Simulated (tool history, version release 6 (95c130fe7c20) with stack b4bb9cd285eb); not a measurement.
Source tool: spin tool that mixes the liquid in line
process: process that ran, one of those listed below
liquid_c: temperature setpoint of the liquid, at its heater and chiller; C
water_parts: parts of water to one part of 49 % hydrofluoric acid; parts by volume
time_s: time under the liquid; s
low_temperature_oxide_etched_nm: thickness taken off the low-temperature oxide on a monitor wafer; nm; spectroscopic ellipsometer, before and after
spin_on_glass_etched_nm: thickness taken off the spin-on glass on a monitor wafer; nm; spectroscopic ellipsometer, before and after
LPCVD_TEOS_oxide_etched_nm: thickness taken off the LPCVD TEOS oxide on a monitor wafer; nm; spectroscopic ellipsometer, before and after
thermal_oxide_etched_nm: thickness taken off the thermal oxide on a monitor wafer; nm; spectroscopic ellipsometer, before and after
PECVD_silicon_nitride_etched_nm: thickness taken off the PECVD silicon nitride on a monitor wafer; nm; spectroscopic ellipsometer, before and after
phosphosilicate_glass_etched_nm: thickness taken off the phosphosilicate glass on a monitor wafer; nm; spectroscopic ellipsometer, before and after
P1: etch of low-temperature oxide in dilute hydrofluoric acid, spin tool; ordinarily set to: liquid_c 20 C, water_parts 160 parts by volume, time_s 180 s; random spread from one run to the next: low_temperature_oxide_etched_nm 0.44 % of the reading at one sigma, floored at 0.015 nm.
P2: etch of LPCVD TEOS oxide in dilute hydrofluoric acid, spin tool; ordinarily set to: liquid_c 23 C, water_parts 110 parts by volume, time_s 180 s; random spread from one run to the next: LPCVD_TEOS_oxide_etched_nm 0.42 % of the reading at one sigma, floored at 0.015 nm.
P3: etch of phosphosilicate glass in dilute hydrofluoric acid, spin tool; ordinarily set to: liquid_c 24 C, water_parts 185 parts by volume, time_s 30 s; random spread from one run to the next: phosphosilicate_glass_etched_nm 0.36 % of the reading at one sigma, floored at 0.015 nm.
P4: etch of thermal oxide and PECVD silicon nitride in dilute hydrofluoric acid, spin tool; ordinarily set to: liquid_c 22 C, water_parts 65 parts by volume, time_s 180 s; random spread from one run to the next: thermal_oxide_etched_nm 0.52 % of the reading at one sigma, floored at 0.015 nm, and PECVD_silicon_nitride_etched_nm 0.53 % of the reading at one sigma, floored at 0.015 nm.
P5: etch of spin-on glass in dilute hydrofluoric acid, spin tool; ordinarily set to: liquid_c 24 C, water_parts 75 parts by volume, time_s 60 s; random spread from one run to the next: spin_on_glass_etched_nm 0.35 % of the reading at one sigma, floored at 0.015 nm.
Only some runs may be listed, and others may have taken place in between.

run,day,process,liquid_c,water_parts,time_s,hours since the thermometer was replaced,hours since the hydrofluoric acid flow meter was replaced,low_temperature_oxide_etched_nm,spin_on_glass_etched_nm,LPCVD_TEOS_oxide_etched_nm,thermal_oxide_etched_nm,PECVD_silicon_nitride_etched_nm,phosphosilicate_glass_etched_nm
1,0.321,P1,20,160,180,902.2,1201.4,20.985,,,,,
2,0.758,P5,24,35,60,912.7,1211.9,,126.84,,,,
3,1.204,P1,20,160,180,923.4,1222.6,20.983,,,,,
4,1.55,P2,23,110,15,931.7,1230.9,,,3.2124,,,
5,1.95,P1,28.5,160,180,941.3,1240.5,29.086,,,,,
6,2.221,P1,20,160,180,947.8,1247,20.947,,,,,
7,2.658,P1,20,160,60,958.3,1257.5,6.9413,,,,,
8,3.062,P5,24,75,60,968,1267.2,,56.329,,,,
9,3.429,P4,22,65,325,976.8,1276,,,,23.786,7.6529,
10,3.833,P3,24,185,30,986.5,1285.7,,,,,,21.407
11,4.296,P2,23,110,180,997.6,1296.8,,,39.076,,,
12,4.7,P5,24,75,110,1007.3,1306.5,,104.2,,,,
13,5.117,P4,22,65,180,1017.3,1316.5,,,,13.187,4.2763,
14,5.433,P3,18.5,185,30,1024.9,1324.1,,,,,,17.319
15,5.754,P5,24,75,60,1032.6,1331.8,,56.607,,,,
16,6.138,P1,20,40,180,1041.8,1341,95.438,,,,,
17,6.588,P1,20,160,180,1052.6,1351.8,20.733,,,,,
18,6.938,P4,22,35,180,1061,1360.2,,,,25.581,7.76,
19,7.246,P5,27.5,75,60,1068.4,1367.6,,64.555,,,,
20,7.604,P2,30,110,180,1077,1376.2,,,50.938,,,
21,8.058,P3,24,185,30,1087.9,1387.1,,,,,,21.433
22,8.379,P1,27,160,55,1095.6,1394.8,8.2776,,,,,
23,8.617,P1,20,240,180,1101.3,1400.5,12.875,,,,,
24,8.817,P1,20,160,180,1106.1,1405.3,20.876,,,,,
25,9.142,P1,20,160,285,1113.9,1413.1,32.702,,,,,
26,9.538,P1,17,160,180,1123.4,1422.6,18.579,,,,,
27,9.775,P3,24,315,30,1129.1,1428.3,,,,,,11.035
28,10.204,P1,20,160,180,1139.4,1438.6,21.02,,,,,
29,10.562,P1,25.5,245,180,1148,1447.2,15.471,,,,,
30,10.771,P4,18,65,180,1153,1452.2,,,,11.154,3.2574,
31,11.104,P2,23,35,180,1161,1460.2,,,133.74,,,
32,11.479,P3,24,185,50,1170,1469.2,,,,,,35.593
33,11.871,P1,20,160,180,1179.4,1478.6,21.017,,,,,
34,12.3,P1,20,160,180,1189.7,1488.9,20.261,,,,,
35,12.588,P1,20,160,180,1196.6,1495.8,19.984,,,,,
36,12.967,P1,20,160,180,1205.7,1504.9,19.786,,,,,
37,13.283,P1,20,160,180,1213.3,1512.5,19.594,,,,,
38,13.525,P1,20,160,180,1219.1,1518.3,19.59,,,,,
39,13.988,P1,20,160,180,1230.2,1529.4,19.559,,,,,
40,14.342,P1,20,160,180,1238.7,1537.9,19.434,,,,,
41,14.662,P1,20,160,180,1246.4,1545.6,19.475,,,,,
42,15.004,P1,20,160,180,1254.6,1553.8,19.368,,,,,

What P1 gives has crept away from where it was. These 2 causes fit the log equally well, each at the size given:
A: liquid colder than its thermometer reads (K) = 1.82
B: hydrofluoric acid flow below the setpoint (%) = 6.01
At approximately day 11.871, the process output began to creep.

Question marks stand in for the results of the 4 check runs listed below, each run on one wafer. Under which run would the listed causes show clearly different results?
check 1,15.346,P3,20,185,30,,,,,,,,?
check 2,15.346,P5,27,75,105,,,,?,,,,
check 3,15.346,P2,28.5,35,180,,,,,?,,,
check 4,15.346,P4,19,65,310,,,,,,?,?,

What each check would give under each cause:
check,result,if A,if B
check 1,phosphosilicate_glass_etched_nm,17.108,17.071
check 2,spin_on_glass_etched_nm,103.43,103.8
check 3,LPCVD_TEOS_oxide_etched_nm,156.67,157.99
check 4,thermal_oxide_etched_nm,18.546,18.75
check 4,PECVD_silicon_nitride_etched_nm,5.2643,5.6298
Per-check spread between the two closest causes, in the result where they differ most: check 1 0.21 %; check 2 0.36 %; check 3 0.84 %; check 4 6.71 %
Check 4 distinguishes between the causes, while the remaining checks would return nearly the same result for all of them.

After running check 4, the following was obtained: thermal_oxide_etched_nm 18.635 nm; PECVD_silicon_nitride_etched_nm 5.6377 nm. Which cause does this point to?

The correct cause is B, namely: hydrofluoric acid flow below the setpoint (%).

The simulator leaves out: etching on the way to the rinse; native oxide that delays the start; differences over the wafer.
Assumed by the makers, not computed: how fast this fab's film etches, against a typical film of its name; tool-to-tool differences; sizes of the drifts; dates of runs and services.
